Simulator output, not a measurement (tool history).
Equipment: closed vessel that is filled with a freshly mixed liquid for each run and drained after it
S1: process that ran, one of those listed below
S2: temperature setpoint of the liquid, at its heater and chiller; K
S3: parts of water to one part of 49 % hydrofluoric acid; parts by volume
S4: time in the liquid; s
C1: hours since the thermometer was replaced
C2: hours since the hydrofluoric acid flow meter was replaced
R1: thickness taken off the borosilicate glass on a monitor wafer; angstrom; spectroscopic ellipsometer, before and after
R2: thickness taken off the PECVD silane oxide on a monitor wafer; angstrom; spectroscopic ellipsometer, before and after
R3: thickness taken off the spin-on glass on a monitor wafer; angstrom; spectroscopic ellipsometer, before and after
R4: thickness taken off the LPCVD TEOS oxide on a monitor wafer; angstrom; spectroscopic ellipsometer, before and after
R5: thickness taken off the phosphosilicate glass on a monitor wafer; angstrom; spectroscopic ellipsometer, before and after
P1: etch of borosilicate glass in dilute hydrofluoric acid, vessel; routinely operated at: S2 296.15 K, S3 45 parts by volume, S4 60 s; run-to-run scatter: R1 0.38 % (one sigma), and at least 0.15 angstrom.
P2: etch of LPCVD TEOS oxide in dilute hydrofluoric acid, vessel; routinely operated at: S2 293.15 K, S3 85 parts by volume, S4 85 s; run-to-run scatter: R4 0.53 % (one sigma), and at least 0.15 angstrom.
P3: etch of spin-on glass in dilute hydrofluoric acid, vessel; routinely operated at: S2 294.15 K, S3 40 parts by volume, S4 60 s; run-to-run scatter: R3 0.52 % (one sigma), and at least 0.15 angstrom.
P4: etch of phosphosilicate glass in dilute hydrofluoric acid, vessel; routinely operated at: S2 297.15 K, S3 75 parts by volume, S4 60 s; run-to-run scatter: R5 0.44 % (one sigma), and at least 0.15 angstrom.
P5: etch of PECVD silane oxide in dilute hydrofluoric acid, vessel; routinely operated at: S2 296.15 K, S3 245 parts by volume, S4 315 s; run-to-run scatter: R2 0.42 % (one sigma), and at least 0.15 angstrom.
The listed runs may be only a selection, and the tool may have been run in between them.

Run 1, hour 7.1: S1 P1, S2 296.15 K, S3 45 parts by volume, S4 60 s; C1 237.6; C2 826.0. Result: R1 559.75 angstrom.
Run 2, hour 14.3: S1 P1, S2 296.15 K, S3 45 parts by volume, S4 60 s; C1 244.8; C2 833.2. Result: R1 559.81 angstrom.
Run 3, hour 18.1: S1 P5, S2 296.15 K, S3 245 parts by volume, S4 35 s; C1 248.6; C2 837.0. Result: R2 17.818 angstrom.
Run 4, hour 21.4: S1 P5, S2 296.15 K, S3 245 parts by volume, S4 315 s; C1 251.9; C2 840.3. Result: R2 158.270 angstrom.
At hour 24.8: hydrofluoric acid flow meter replaced.
Run 5, hour 25.6: S1 P1, S2 296.15 K, S3 45 parts by volume, S4 60 s; C1 256.1; C2 0.9. Result: R1 554.20 angstrom.
Run 6, hour 32.3: S1 P5, S2 296.15 K, S3 245 parts by volume, S4 315 s; C1 262.8; C2 7.6. Result: R2 158.490 angstrom.
Run 7, hour 36.9: S1 P3, S2 294.15 K, S3 20 parts by volume, S4 60 s; C1 267.4; C2 12.2. Result: R3 1215.60 angstrom.
Run 8, hour 41.9: S1 P1, S2 296.15 K, S3 20 parts by volume, S4 60 s; C1 272.4; C2 17.2. Result: R1 1300.90 angstrom.
Run 9, hour 49.4: S1 P3, S2 294.15 K, S3 40 parts by volume, S4 60 s; C1 279.9; C2 24.7. Result: R3 587.94 angstrom.
Run 10, hour 54.6: S1 P2, S2 293.15 K, S3 85 parts by volume, S4 40 s; C1 285.1; C2 29.9. Result: R4 227.09 angstrom.
Run 11, hour 59.4: S1 P1, S2 296.15 K, S3 70 parts by volume, S4 60 s; C1 289.9; C2 34.7. Result: R1 346.99 angstrom.
Run 12, hour 66.8: S1 P3, S2 294.15 K, S3 40 parts by volume, S4 60 s; C1 297.3; C2 42.1. Result: R3 592.43 angstrom.
Run 13, hour 71.7: S1 P2, S2 293.15 K, S3 55 parts by volume, S4 85 s; C1 302.2; C2 47.0. Result: R4 779.05 angstrom.
Run 14, hour 76.0: S1 P1, S2 296.15 K, S3 45 parts by volume, S4 90 s; C1 306.5; C2 51.3. Result: R1 839.09 angstrom.
Run 15, hour 80.0: S1 P1, S2 296.15 K, S3 45 parts by volume, S4 60 s; C1 310.5; C2 55.3. Result: R1 555.46 angstrom.
Run 16, hour 84.6: S1 P5, S2 290.15 K, S3 245 parts by volume, S4 315 s; C1 315.1; C2 59.9. Result: R2 126.780 angstrom.
Run 17, hour 90.0: S1 P1, S2 296.15 K, S3 45 parts by volume, S4 30 s; C1 320.5; C2 65.3. Result: R1 278.96 angstrom.
Run 18, hour 95.2: S1 P1, S2 301.65 K, S3 45 parts by volume, S4 30 s; C1 325.7; C2 70.5. Result: R1 349.63 angstrom.
Run 19, hour 101.6: S1 P3, S2 294.15 K, S3 40 parts by volume, S4 30 s; C1 332.1; C2 76.9. Result: R3 297.34 angstrom.
Run 20, hour 109.0: S1 P4, S2 297.15 K, S3 75 parts by volume, S4 60 s; C1 339.5; C2 84.3. Result: R5 494.15 angstrom.
Run 21, hour 113.4: S1 P1, S2 302.15 K, S3 30 parts by volume, S4 60 s; C1 343.9; C2 88.7. Result: R1 1094.00 angstrom.
Run 22, hour 117.7: S1 P3, S2 290.15 K, S3 40 parts by volume, S4 60 s; C1 348.2; C2 93.0. Result: R3 498.62 angstrom.
Run 23, hour 122.6: S1 P4, S2 297.15 K, S3 75 parts by volume, S4 60 s; C1 353.1; C2 97.9. Result: R5 495.82 angstrom.
Run 24, hour 127.1: S1 P2, S2 293.15 K, S3 85 parts by volume, S4 85 s; C1 357.6; C2 102.4. Result: R4 483.89 angstrom.
Run 25, hour 131.0: S1 P4, S2 297.15 K, S3 75 parts by volume, S4 95 s; C1 361.5; C2 106.3. Result: R5 782.37 angstrom.
Run 26, hour 135.1: S1 P2, S2 293.15 K, S3 85 parts by volume, S4 85 s; C1 365.6; C2 110.4. Result: R4 481.09 angstrom.
Run 27, hour 139.0: S1 P1, S2 302.15 K, S3 45 parts by volume, S4 60 s; C1 369.5; C2 114.3. Result: R1 710.85 angstrom.
Run 28, hour 144.6: S1 P2, S2 290.15 K, S3 85 parts by volume, S4 85 s; C1 375.1; C2 119.9. Result: R4 424.00 angstrom.
Run 29, hour 150.1: S1 P5, S2 296.15 K, S3 435 parts by volume, S4 315 s; C1 380.6; C2 125.4. Result: R2 75.169 angstrom.
Run 30, hour 153.4: S1 P4, S2 297.15 K, S3 135 parts by volume, S4 60 s; C1 383.9; C2 128.7. Result: R5 253.75 angstrom.
Run 31, hour 159.2: S1 P4, S2 302.65 K, S3 75 parts by volume, S4 60 s; C1 389.7; C2 134.5. Result: R5 615.62 angstrom.
Run 32, hour 166.2: S1 P1, S2 296.15 K, S3 30 parts by volume, S4 110 s; C1 396.7; C2 141.5. Result: R1 1571.50 angstrom.
Run 33, hour 172.1: S1 P1, S2 290.15 K, S3 45 parts by volume, S4 60 s; C1 402.6; C2 147.4. Result: R1 431.31 angstrom.
Run 34, hour 179.4: S1 P1, S2 296.15 K, S3 45 parts by volume, S4 60 s; C1 409.9; C2 154.7. Result: R1 559.50 angstrom.
Run 35, hour 187.0: S1 P1, S2 296.15 K, S3 45 parts by volume, S4 60 s; C1 417.5; C2 162.3. Result: R1 526.17 angstrom.
Run 36, hour 193.7: S1 P1, S2 296.15 K, S3 45 parts by volume, S4 60 s; C1 424.2; C2 169.0. Result: R1 515.11 angstrom.
Run 37, hour 197.8: S1 P1, S2 296.15 K, S3 45 parts by volume, S4 60 s; C1 428.3; C2 173.1. Result: R1 511.12 angstrom.
Run 38, hour 203.6: S1 P1, S2 296.15 K, S3 45 parts by volume, S4 60 s; C1 434.1; C2 178.9. Result: R1 504.99 angstrom.
Run 39, hour 207.5: S1 P1, S2 296.15 K, S3 45 parts by volume, S4 60 s; C1 438.0; C2 182.8. Result: R1 504.19 angstrom.
Run 40, hour 214.8: S1 P1, S2 296.15 K, S3 45 parts by volume, S4 60 s; C1 445.3; C2 190.1. Result: R1 503.23 angstrom.

The log shows P1 creeping away from where it was. Any of the 2 causes listed here, at the size stated for it, fits the log just as well as the others:
A: hydrofluoric acid flow below the setpoint (%) = 9.17
B: liquid colder than its thermometer reads (K) = 2.43
The drift started at roughly hour 179.4.

The check runs listed below each take one wafer, and their results are still question marks. Under which run would the listed causes lead to clearly different results?
Run check 1, hour 222.1: S1 P4, S2 297.15 K, S3 75 parts by volume, S4 60 s. Result: R5 ?.
Run check 2, hour 222.1: S1 P3, S2 294.15 K, S3 40 parts by volume, S4 60 s. Result: R3 ?.
Run check 3, hour 222.1: S1 P2, S2 293.15 K, S3 85 parts by volume, S4 85 s. Result: R4 ?.
Run check 4, hour 222.1: S1 P5, S2 296.15 K, S3 245 parts by volume, S4 315 s. Result: R2 ?.

Outcome of each check run for each possible cause:
  check  result     if A     if B
check 1      R5   443.31   446.28
check 2      R3   534.46   532.91
check 3      R4   435.51   437.28
check 4      R2  140.640  145.080
Gap, in per cent, between the two causes that each check separates least, read from the result that separates them most: check 1 0.67 %; check 2 0.29 %; check 3 0.41 %; check 4 3.11 %
Check 4 distinguishes between the causes, while the remaining checks would return nearly the same result for all of them.

Check 4 was carried out, with these results: R2 145.330 angstrom. Which of the listed causes is responsible?

The cause is B: liquid colder than its thermometer reads (K).
